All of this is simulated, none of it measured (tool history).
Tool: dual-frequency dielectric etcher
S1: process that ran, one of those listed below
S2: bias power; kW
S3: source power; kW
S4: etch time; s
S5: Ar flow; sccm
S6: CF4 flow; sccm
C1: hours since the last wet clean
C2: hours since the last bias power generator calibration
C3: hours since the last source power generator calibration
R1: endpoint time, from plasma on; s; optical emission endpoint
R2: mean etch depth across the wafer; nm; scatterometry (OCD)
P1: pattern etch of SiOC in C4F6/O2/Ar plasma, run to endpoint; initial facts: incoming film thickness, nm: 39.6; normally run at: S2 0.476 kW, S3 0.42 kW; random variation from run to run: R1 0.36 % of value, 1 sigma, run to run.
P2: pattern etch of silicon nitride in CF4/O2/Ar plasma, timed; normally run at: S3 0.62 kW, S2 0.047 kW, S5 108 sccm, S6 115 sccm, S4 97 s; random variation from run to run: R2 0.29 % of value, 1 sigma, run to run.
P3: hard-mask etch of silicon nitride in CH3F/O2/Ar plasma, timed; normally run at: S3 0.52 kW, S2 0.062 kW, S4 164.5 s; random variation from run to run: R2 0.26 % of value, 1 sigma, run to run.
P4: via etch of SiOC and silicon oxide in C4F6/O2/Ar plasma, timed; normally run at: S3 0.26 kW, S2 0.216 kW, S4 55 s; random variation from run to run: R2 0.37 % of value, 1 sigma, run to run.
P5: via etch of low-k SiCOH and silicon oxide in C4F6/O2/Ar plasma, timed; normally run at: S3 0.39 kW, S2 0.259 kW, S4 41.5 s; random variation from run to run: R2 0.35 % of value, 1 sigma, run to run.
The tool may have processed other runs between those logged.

run,hour,S1,S2,S3,S4,S5,S6,C1,C2,C3,R1,R2
1,8.2,P1,0.476,0.42,,,,152.5,844.5,1304.4,13.504,
2,18.6,P1,0.476,0.52,,,,162.9,854.9,1314.8,12.413,
3,30.5,P3,0.062,0.52,208,,,174.8,866.8,1326.7,,157.44
4,44.9,P4,0.216,0.26,81,,,189.2,881.2,1341.1,,82.081
5,54.6,P2,0.034,0.62,97,108,115,198.9,890.9,1350.8,,197.24
6,67.4,P1,0.643,0.42,,,,211.7,903.7,1363.6,12.032,
7,80.4,P1,0.476,0.42,,,,224.7,916.7,1376.6,13.34,
8,87.6,P5,0.306,0.39,41.5,,,231.9,923.9,1383.8,,129.41
9,97.1,P2,0.047,0.62,123,108,115,241.4,933.4,1393.3,,279.76
10,108.9,P1,0.476,0.42,,,,253.2,945.2,1405.1,13.366,
11,121.3,P5,0.259,0.39,23,,,265.6,957.6,1417.5,,67.761
12,129.9,P4,0.133,0.26,55,,,274.2,966.2,1426.1,,47.746
13,144.6,P5,0.259,0.39,41.5,,,288.9,980.9,1440.8,,121.9
14,155.5,P3,0.077,0.52,164.5,,,299.8,991.8,1451.7,,133.65
15,165.4,P1,0.476,0.42,,,,309.7,1001.7,1461.6,13.514,
16,178,P1,0.476,0.34,,,,322.3,1014.3,1474.2,14.495,
17,190.3,P1,0.297,0.42,,,,334.6,1026.6,1486.5,15.93,
18,198.6,P2,0.047,0.43,97,108,115,342.9,1034.9,1494.8,,160.6
19,211.5,P1,0.393,0.32,,,,355.8,1047.8,1507.7,16.106,
20,222.9,P2,0.047,0.62,97,108,115,367.2,1059.2,1519.1,,220.95
21,230.3,P1,0.371,0.53,,,,374.6,1066.6,1526.5,13.518,
22,243.7,P2,0.047,0.62,97,108,115,388,1080,1539.9,,219.17
23,255.2,P1,0.476,0.42,,,,399.5,1091.5,1551.4,13.416,
24,264.9,P2,0.047,0.62,97,67,115,409.2,1101.2,1561.1,,232.82
25,280.2,P4,0.216,0.26,55,,,424.5,1116.5,1576.4,,55.733
# hour 285.7: wet clean of the chamber
26,290.9,P2,0.047,0.62,97,108,155,5.3,1127.2,1587.1,,228.13
27,304.3,P5,0.259,0.49,41.5,,,18.7,1140.6,1600.5,,132.6
28,314.5,P3,0.062,0.52,164.5,,,28.9,1150.8,1610.7,,124.22
29,323.3,P4,0.216,0.33,55,,,37.7,1159.6,1619.5,,61.26
30,338.4,P3,0.062,0.68,164.5,,,52.8,1174.7,1634.6,,138.6
31,348.2,P1,0.476,0.42,,,,62.6,1184.5,1644.4,13.44,
32,363.9,P1,0.476,0.42,,,,78.3,1200.2,1660.1,13.308,
33,371,P1,0.476,0.42,,,,85.4,1207.3,1667.2,13.345,
34,381,P1,0.476,0.42,,,,95.4,1217.3,1677.2,13.287,
35,389.9,P1,0.476,0.42,,,,104.3,1226.2,1686.1,13.234,
36,397.6,P1,0.476,0.42,,,,112,1233.9,1693.8,13.179,
# hour 398.7: wet clean of the chamber
37,412.6,P1,0.476,0.42,,,,14,1248.9,1708.8,13.17,
38,423.4,P1,0.476,0.42,,,,24.8,1259.7,1719.6,13.263,
39,432.7,P1,0.476,0.42,,,,34.1,1269,1728.9,13.289,

The next listed run, before its measurement:
40,446,P1,0.476,0.42,,,,47.4,1282.3,1742.2,?,

R1: 13.246 s
